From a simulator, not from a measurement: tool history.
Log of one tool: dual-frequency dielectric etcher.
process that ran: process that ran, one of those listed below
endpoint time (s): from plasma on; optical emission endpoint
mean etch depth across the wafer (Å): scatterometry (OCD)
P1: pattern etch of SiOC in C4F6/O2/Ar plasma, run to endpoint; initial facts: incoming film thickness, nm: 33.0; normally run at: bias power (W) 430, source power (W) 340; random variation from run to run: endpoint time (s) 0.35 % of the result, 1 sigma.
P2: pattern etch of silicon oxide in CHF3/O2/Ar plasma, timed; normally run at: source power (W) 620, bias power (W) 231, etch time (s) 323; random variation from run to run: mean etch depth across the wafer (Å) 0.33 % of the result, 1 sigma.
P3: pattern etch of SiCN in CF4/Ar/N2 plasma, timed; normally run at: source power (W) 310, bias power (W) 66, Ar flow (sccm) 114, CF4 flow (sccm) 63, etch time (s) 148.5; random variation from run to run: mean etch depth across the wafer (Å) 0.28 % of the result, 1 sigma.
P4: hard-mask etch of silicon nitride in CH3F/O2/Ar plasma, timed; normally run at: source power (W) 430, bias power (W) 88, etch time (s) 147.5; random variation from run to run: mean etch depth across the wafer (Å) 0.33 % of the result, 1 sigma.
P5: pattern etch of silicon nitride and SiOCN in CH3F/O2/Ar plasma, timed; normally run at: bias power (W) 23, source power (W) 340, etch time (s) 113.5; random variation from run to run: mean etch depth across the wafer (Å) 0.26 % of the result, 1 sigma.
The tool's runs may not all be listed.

run   hour  process that ran  bias power (W)  source power (W)  Ar flow (sccm)  CF4 flow (sccm)  etch time (s)  hours since the last wet clean  hours since the last bias power generator calibration  hours since the last source power generator calibration  endpoint time (s)  mean etch depth across the wafer (Å)
  1    5.9                P1             430               340                                                                            69.1                                                 1907.8                                                   1201.1             13.119
  2   13.7                P1             430               210                                                                            76.9                                                 1915.6                                                   1208.9             15.567
  3     22                P3              66               440             114               63          148.5                            85.2                                                 1923.9                                                   1217.2                                                   1161.5
  4   31.4                P4              88               430                                           218.5                            94.6                                                 1933.3                                                   1226.6                                                   1717.6
  5   36.2                P3              92               310             114               63          148.5                            99.4                                                 1938.1                                                   1231.4                                                   962.24
  6   40.4                P3              66               310             137               63          148.5                           103.6                                                 1942.3                                                   1235.6                                                   831.91
  7     45                P3              66               310             114               63          198.5                           108.2                                                 1946.9                                                   1240.2                                                   1142.6
  8   49.8                P2             231               620                                             323                             113                                                 1951.7                                                     1245                                                   6988.7
  9   59.5                P2             231               620                                             248                           122.7                                                 1961.4                                                   1254.7                                                   5357.4
      61.2  -- source power generator calibrated
 10   63.8                P1             430               340                                                                             127                                                 1965.7                                                      2.7             13.121
 11   71.7                P4              88               250                                           147.5                           134.9                                                 1973.6                                                     10.6                                                    941.7
 12   76.2                P3              66               310             114               43          148.5                           139.4                                                 1978.1                                                     15.1                                                   804.21
 13   85.8                P1             430               400                                                                             149                                                 1987.7                                                     24.7             12.412
 14     95                P5              33               340                                           113.5                           158.2                                                 1996.9                                                     33.9                                                   169.19
 15  104.2                P1             430               340                                                                           167.4                                                 2006.1                                                     43.1             13.059
 16  112.2                P3              66               310             114               63          148.5                           175.4                                                 2014.1                                                     51.1                                                   854.65
 17  119.4                P4             119               430                                           147.5                           182.6                                                 2021.3                                                     58.3                                                   1280.6
 18    124                P1             539               230                                                                           187.2                                                 2025.9                                                     62.9             13.911
 19  128.7                P5              23               470                                           113.5                           191.9                                                 2030.6                                                     67.6                                                   159.91
 20  134.2                P2             279               620                                             323                           197.4                                                 2036.1                                                     73.1                                                   7463.4
 21  140.2                P5              23               340                                           113.5                           203.4                                                 2042.1                                                     79.1                                                   143.51
 22    149                P1             501               400                                                                           212.2                                                 2050.9                                                     87.9             11.655
 23    154                P2             231               410                                             323                           217.2                                                 2055.9                                                     92.9                                                   5999.9
 24  158.7                P1             513               340                                                                           221.9                                                 2060.6                                                     97.6             12.239
 25  164.1                P4              88               430                                           147.5                           227.3                                                   2066                                                      103                                                   1157.1
 26  171.3                P5              23               340                                              65                           234.5                                                 2073.2                                                    110.2                                                   82.339
 27  176.5                P1             430               340                                                                           239.7                                                 2078.4                                                    115.4             13.109
 28    186                P1             430               340                                                                           249.2                                                 2087.9                                                    124.9             13.068
 29  192.1                P1             511               240                                                                           255.3                                                   2094                                                      131             13.896
 30  201.5                P1             430               340                                                                           264.7                                                 2103.4                                                    140.4             13.065
 31  206.7                P5              23               340                                           113.5                           269.9                                                 2108.6                                                    145.6                                                   144.07
 32    214                P1             338               340                                                                           277.2                                                 2115.9                                                    152.9             14.236
 33  223.7                P1             430               340                                                                           286.9                                                 2125.6                                                    162.6             13.158
 34  230.5                P1             430               340                                                                           293.7                                                 2132.4                                                    169.4             13.169

What will run 35 give?
 35  238.9                P1             430               340                                                                           302.1                                                 2140.8                                                    177.8                  ?

{"run 35": {"endpoint time (s)": 13.138}}

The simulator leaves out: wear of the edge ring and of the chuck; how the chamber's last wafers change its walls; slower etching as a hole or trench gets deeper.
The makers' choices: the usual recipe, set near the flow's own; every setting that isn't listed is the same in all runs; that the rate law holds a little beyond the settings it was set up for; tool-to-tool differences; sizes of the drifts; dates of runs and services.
